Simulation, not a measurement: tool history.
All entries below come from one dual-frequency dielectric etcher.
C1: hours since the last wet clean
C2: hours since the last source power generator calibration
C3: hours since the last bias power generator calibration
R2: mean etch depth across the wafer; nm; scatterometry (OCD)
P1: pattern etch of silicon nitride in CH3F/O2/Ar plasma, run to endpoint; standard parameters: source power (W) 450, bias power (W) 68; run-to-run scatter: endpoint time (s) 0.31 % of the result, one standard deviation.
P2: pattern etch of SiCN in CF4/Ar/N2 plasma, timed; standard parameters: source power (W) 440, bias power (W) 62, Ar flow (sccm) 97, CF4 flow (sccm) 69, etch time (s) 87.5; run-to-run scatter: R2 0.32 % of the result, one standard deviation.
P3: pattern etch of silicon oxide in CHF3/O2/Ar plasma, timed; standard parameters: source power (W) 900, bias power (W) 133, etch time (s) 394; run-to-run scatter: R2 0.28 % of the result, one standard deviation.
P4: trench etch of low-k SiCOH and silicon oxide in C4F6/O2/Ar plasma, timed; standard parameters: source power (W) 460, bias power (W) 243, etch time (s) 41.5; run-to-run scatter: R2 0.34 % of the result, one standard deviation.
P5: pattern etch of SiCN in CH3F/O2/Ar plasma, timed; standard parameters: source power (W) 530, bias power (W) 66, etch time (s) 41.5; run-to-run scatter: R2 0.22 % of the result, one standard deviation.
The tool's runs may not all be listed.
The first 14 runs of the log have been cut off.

{"run": 15, "hour": 162.5, "process that ran": "P1", "source power (W)": 450, "bias power (W)": 68, "C1": 415.9, "C2": 1993, "C3": 2400.1, "endpoint time (s)": 36.068}
{"run": 16, "hour": 173.9, "process that ran": "P4", "source power (W)": 460, "bias power (W)": 145, "etch time (s)": 41.5, "C1": 427.3, "C2": 2004.4, "C3": 2411.5, "R2": 126.36}
{"run": 17, "hour": 187.2, "process that ran": "P3", "source power (W)": 900, "bias power (W)": 133, "etch time (s)": 394, "C1": 440.6, "C2": 2017.7, "C3": 2424.8, "R2": 839.8}
{"run": 18, "hour": 194.7, "process that ran": "P1", "source power (W)": 450, "bias power (W)": 94, "C1": 448.1, "C2": 2025.2, "C3": 2432.3, "endpoint time (s)": 32.228}
{"run": 19, "hour": 201.6, "process that ran": "P2", "source power (W)": 340, "bias power (W)": 62, "etch time (s)": 87.5, "Ar flow (sccm)": 97, "CF4 flow (sccm)": 69, "C1": 455, "C2": 2032.1, "C3": 2439.2, "R2": 56.337}
{"run": 20, "hour": 215.3, "process that ran": "P4", "source power (W)": 460, "bias power (W)": 243, "etch time (s)": 41.5, "C1": 468.7, "C2": 2045.8, "C3": 2452.9, "R2": 149.2}
{"run": 21, "hour": 224.0, "process that ran": "P3", "source power (W)": 900, "bias power (W)": 133, "etch time (s)": 218.5, "C1": 477.4, "C2": 2054.5, "C3": 2461.6, "R2": 464.68}
{"run": 22, "hour": 234.0, "process that ran": "P5", "source power (W)": 530, "bias power (W)": 66, "etch time (s)": 41.5, "C1": 487.4, "C2": 2064.5, "C3": 2471.6, "R2": 16.334}
{"run": 23, "hour": 248.4, "process that ran": "P5", "source power (W)": 530, "bias power (W)": 66, "etch time (s)": 61.5, "C1": 501.8, "C2": 2078.9, "C3": 2486, "R2": 24.227}
{"run": 24, "hour": 255.1, "process that ran": "P1", "source power (W)": 450, "bias power (W)": 68, "C1": 508.5, "C2": 2085.6, "C3": 2492.7, "endpoint time (s)": 36.128}
{"run": 25, "hour": 262.6, "process that ran": "P2", "source power (W)": 440, "bias power (W)": 62, "etch time (s)": 87.5, "Ar flow (sccm)": 97, "CF4 flow (sccm)": 69, "C1": 516, "C2": 2093.1, "C3": 2500.2, "R2": 70.671}
{"run": 26, "hour": 269.2, "process that ran": "P3", "source power (W)": 900, "bias power (W)": 169, "etch time (s)": 394, "C1": 522.6, "C2": 2099.7, "C3": 2506.8, "R2": 899.49}

Predict the results of run 27:
{"run": 27, "hour": 281.3, "process that ran": "P1", "source power (W)": 450, "bias power (W)": 68, "C1": 534.7, "C2": 2111.8, "C3": 2518.9, "endpoint time (s)": "?"}

endpoint time (s): 36.039

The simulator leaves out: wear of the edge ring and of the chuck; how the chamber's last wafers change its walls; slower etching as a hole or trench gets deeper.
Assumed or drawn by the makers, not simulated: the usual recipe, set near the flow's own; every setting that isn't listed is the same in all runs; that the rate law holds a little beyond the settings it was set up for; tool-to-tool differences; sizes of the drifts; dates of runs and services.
